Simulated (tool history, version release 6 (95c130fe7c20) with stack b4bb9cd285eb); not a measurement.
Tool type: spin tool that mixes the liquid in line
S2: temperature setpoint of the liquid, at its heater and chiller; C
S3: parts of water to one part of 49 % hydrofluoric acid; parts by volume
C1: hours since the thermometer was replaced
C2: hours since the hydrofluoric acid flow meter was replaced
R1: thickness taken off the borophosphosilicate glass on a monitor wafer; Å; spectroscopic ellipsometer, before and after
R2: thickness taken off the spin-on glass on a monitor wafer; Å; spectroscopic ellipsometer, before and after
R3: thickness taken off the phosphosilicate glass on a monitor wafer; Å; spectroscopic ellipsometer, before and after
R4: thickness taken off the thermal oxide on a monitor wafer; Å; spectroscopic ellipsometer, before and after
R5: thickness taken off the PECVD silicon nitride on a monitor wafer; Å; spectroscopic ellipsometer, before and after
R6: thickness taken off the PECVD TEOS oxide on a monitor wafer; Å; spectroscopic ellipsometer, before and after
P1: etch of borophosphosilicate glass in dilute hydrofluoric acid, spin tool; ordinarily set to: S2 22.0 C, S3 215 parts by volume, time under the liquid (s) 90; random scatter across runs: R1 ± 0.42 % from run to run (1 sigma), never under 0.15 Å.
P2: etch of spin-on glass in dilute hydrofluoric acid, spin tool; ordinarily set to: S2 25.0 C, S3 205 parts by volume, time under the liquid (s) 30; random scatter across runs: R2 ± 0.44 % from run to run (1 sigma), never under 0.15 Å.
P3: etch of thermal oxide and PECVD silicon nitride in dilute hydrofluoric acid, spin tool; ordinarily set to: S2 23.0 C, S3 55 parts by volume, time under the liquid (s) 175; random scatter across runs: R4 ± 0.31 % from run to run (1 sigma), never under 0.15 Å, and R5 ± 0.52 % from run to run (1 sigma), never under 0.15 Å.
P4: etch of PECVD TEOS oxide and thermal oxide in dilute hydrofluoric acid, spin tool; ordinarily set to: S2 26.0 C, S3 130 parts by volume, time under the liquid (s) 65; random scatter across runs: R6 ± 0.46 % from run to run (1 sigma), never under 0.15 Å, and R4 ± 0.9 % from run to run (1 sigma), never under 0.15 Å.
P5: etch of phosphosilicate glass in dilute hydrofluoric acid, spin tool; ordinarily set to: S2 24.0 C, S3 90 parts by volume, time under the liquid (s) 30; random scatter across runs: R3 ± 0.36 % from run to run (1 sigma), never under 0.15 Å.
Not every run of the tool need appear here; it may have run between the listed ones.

{"run": 1, "hour": 7.3, "process that ran": "P1", "S2": 22.0, "S3": 215, "time under the liquid (s)": 90, "C1": 735.8, "C2": 736.6, "R1": 206.15}
{"run": 2, "hour": 13.4, "process that ran": "P2", "S2": 25.0, "S3": 205, "time under the liquid (s)": 30, "C1": 741.9, "C2": 742.7, "R2": 62.582}
{"run": 3, "hour": 21.8, "process that ran": "P2", "S2": 25.0, "S3": 115, "time under the liquid (s)": 30, "C1": 750.3, "C2": 751.1, "R2": 124.36}
{"run": 4, "hour": 27.0, "process that ran": "P5", "S2": 24.0, "S3": 90, "time under the liquid (s)": 55, "C1": 755.5, "C2": 756.3, "R3": 1209.2}
{"run": 5, "hour": 35.4, "process that ran": "P2", "S2": 18.0, "S3": 205, "time under the liquid (s)": 30, "C1": 763.9, "C2": 764.7, "R2": 48.267}
{"run": 6, "hour": 40.2, "process that ran": "P3", "S2": 23.0, "S3": 55, "time under the liquid (s)": 175, "C1": 768.7, "C2": 769.5, "R4": 156.3, "R5": 81.268}
{"run": 7, "hour": 49.5, "process that ran": "P3", "S2": 23.0, "S3": 55, "time under the liquid (s)": 335, "C1": 778.0, "C2": 778.8, "R4": 300.11, "R5": 152.54}
{"run": 8, "hour": 54.0, "process that ran": "P4", "S2": 26.0, "S3": 130, "time under the liquid (s)": 95, "C1": 782.5, "C2": 783.3, "R4": 36.842, "R6": 97.882}
{"run": 9, "hour": 58.4, "process that ran": "P1", "S2": 22.0, "S3": 215, "time under the liquid (s)": 90, "C1": 786.9, "C2": 787.7, "R1": 205.31}
{"run": 10, "hour": 68.1, "process that ran": "P1", "S2": 22.0, "S3": 215, "time under the liquid (s)": 155, "C1": 796.6, "C2": 797.4, "R1": 350.91}
{"run": 11, "hour": 77.0, "process that ran": "P1", "S2": 22.0, "S3": 215, "time under the liquid (s)": 90, "C1": 805.5, "C2": 806.3, "R1": 204.87}
{"run": 12, "hour": 84.4, "process that ran": "P1", "S2": 17.5, "S3": 215, "time under the liquid (s)": 90, "C1": 812.9, "C2": 813.7, "R1": 172.11}
{"run": 13, "hour": 88.7, "process that ran": "P5", "S2": 24.0, "S3": 35, "time under the liquid (s)": 30, "C1": 817.2, "C2": 818.0, "R3": 1814.2}
{"run": 14, "hour": 93.2, "process that ran": "P3", "S2": 29.0, "S3": 55, "time under the liquid (s)": 175, "C1": 821.7, "C2": 822.5, "R4": 200.1, "R5": 119.56}
{"run": 15, "hour": 100.9, "process that ran": "P2", "S2": 25.0, "S3": 205, "time under the liquid (s)": 30, "C1": 829.4, "C2": 830.2, "R2": 63.339}
{"run": 16, "hour": 106.0, "process that ran": "P5", "S2": 32.5, "S3": 90, "time under the liquid (s)": 30, "C1": 834.5, "C2": 835.3, "R3": 905.32}
{"run": 17, "hour": 113.4, "process that ran": "P3", "S2": 23.0, "S3": 90, "time under the liquid (s)": 175, "C1": 841.9, "C2": 842.7, "R4": 91.133, "R5": 50.254}
{"run": 18, "hour": 122.6, "process that ran": "P1", "S2": 22.0, "S3": 340, "time under the liquid (s)": 90, "C1": 851.1, "C2": 851.9, "R1": 114.75}
{"run": 19, "hour": 131.8, "process that ran": "P5", "S2": 24.0, "S3": 90, "time under the liquid (s)": 30, "C1": 860.3, "C2": 861.1, "R3": 656.28}
{"run": 20, "hour": 136.8, "process that ran": "P1", "S2": 26.0, "S3": 215, "time under the liquid (s)": 20, "C1": 865.3, "C2": 866.1, "R1": 53.015}
{"run": 21, "hour": 145.1, "process that ran": "P1", "S2": 22.0, "S3": 215, "time under the liquid (s)": 90, "C1": 873.6, "C2": 874.4, "R1": 203.61}
{"run": 22, "hour": 152.9, "process that ran": "P2", "S2": 25.0, "S3": 205, "time under the liquid (s)": 15, "C1": 881.4, "C2": 882.2, "R2": 31.584}
{"run": 23, "hour": 160.3, "process that ran": "P1", "S2": 22.0, "S3": 215, "time under the liquid (s)": 90, "C1": 888.8, "C2": 889.6, "R1": 206.29}
{"run": 24, "hour": 168.9, "process that ran": "P5", "S2": 24.0, "S3": 90, "time under the liquid (s)": 30, "C1": 897.4, "C2": 898.2, "R3": 654.4}
{"run": 25, "hour": 176.3, "process that ran": "P4", "S2": 26.0, "S3": 205, "time under the liquid (s)": 65, "C1": 904.8, "C2": 905.6, "R4": 14.908, "R6": 38.438}
{"run": 26, "hour": 184.4, "process that ran": "P4", "S2": 18.5, "S3": 130, "time under the liquid (s)": 65, "C1": 912.9, "C2": 913.7, "R4": 19.123, "R6": 49.727}
{"run": 27, "hour": 194.2, "process that ran": "P3", "S2": 23.0, "S3": 55, "time under the liquid (s)": 175, "C1": 922.7, "C2": 923.5, "R4": 156.59, "R5": 80.436}
{"run": 28, "hour": 201.9, "process that ran": "P1", "S2": 22.0, "S3": 115, "time under the liquid (s)": 160, "C1": 930.4, "C2": 931.2, "R1": 754.32}
{"run": 29, "hour": 211.6, "process that ran": "P1", "S2": 26.5, "S3": 215, "time under the liquid (s)": 90, "C1": 940.1, "C2": 940.9, "R1": 239.45}
{"run": 30, "hour": 217.6, "process that ran": "P1", "S2": 22.0, "S3": 215, "time under the liquid (s)": 45, "C1": 946.1, "C2": 946.9, "R1": 102.39}
{"run": 31, "hour": 222.4, "process that ran": "P4", "S2": 26.0, "S3": 130, "time under the liquid (s)": 65, "C1": 950.9, "C2": 951.7, "R4": 25.983, "R6": 66.911}
{"run": 32, "hour": 228.9, "process that ran": "P1", "S2": 22.0, "S3": 85, "time under the liquid (s)": 25, "C1": 957.4, "C2": 958.2, "R1": 166.22}
{"run": 33, "hour": 236.6, "process that ran": "P1", "S2": 22.0, "S3": 115, "time under the liquid (s)": 90, "C1": 965.1, "C2": 965.9, "R1": 422.92}
{"run": 34, "hour": 243.9, "process that ran": "P1", "S2": 22.0, "S3": 215, "time under the liquid (s)": 90, "C1": 972.4, "C2": 973.2, "R1": 205.87}
{"run": 35, "hour": 250.9, "process that ran": "P1", "S2": 22.0, "S3": 215, "time under the liquid (s)": 90, "C1": 979.4, "C2": 980.2, "R1": 196.66}
{"run": 36, "hour": 255.7, "process that ran": "P1", "S2": 22.0, "S3": 215, "time under the liquid (s)": 90, "C1": 984.2, "C2": 985.0, "R1": 192.17}
{"run": 37, "hour": 261.4, "process that ran": "P1", "S2": 22.0, "S3": 215, "time under the liquid (s)": 90, "C1": 989.9, "C2": 990.7, "R1": 190.55}
{"run": 38, "hour": 267.0, "process that ran": "P1", "S2": 22.0, "S3": 215, "time under the liquid (s)": 90, "C1": 995.5, "C2": 996.3, "R1": 190.95}
{"run": 39, "hour": 272.4, "process that ran": "P1", "S2": 22.0, "S3": 215, "time under the liquid (s)": 90, "C1": 1000.9, "C2": 1001.7, "R1": 190.6}
{"run": 40, "hour": 277.1, "process that ran": "P1", "S2": 22.0, "S3": 215, "time under the liquid (s)": 90, "C1": 1005.6, "C2": 1006.4, "R1": 191.34}
{"run": 41, "hour": 282.5, "process that ran": "P1", "S2": 22.0, "S3": 215, "time under the liquid (s)": 90, "C1": 1011.0, "C2": 1011.8, "R1": 188.62}
{"run": 42, "hour": 288.8, "process that ran": "P1", "S2": 22.0, "S3": 215, "time under the liquid (s)": 90, "C1": 1017.3, "C2": 1018.1, "R1": 190.03}

Something has made what P1 gives creep away from where it was; the 2 causes below, each at its own stated size, fit the log equally well:
A: hydrofluoric acid flow below the setpoint (%) = 6.25
B: liquid colder than its thermometer reads (K) = 2.09
Creep in the process output first set in at about hour 243.9.

Of the 4 check runs listed below, each run on one wafer and each result written as a question mark, which would let you distinguish the listed causes because they would give clearly different results?
{"run": "check 1", "hour": 295.1, "process that ran": "P3", "S2": 23.0, "S3": 55, "time under the liquid (s)": 275, "R4": "?", "R5": "?"}
{"run": "check 2", "hour": 295.1, "process that ran": "P2", "S2": 21.5, "S3": 205, "time under the liquid (s)": 30, "R2": "?"}
{"run": "check 3", "hour": 295.1, "process that ran": "P4", "S2": 26.0, "S3": 195, "time under the liquid (s)": 65, "R4": "?", "R6": "?"}
{"run": "check 4", "hour": 295.1, "process that ran": "P5", "S2": 32.0, "S3": 90, "time under the liquid (s)": 30, "R3": "?"}

What every check run would give for each of its results, assuming each possible cause in turn:
check=check_1 result=R4 if_A=229.410 if_B=225.360
check=check_1 result=R5 if_A=118.830 if_B=109.750
check=check_2 result=R2 if_A=51.151 if_B=51.059
check=check_3 result=R4 if_A=14.551 if_B=14.587
check=check_3 result=R6 if_A=38.013 if_B=38.106
check=check_4 result=R3 if_A=829.62 if_B=825.61
Per-check spread between the two closest causes, in the result where they differ most: check 1 7.95 %; check 2 0.18 %; check 3 0.24 %; check 4 0.48 %
The other checks would show nearly matching results whichever cause is true, so check 1 is the only one that separates the causes.

Check 1 has now been run. It gave: R4 229.050 Å; R5 118.950 Å. Which of the candidate causes is it?

It was cause A: hydrofluoric acid flow below the setpoint (%).
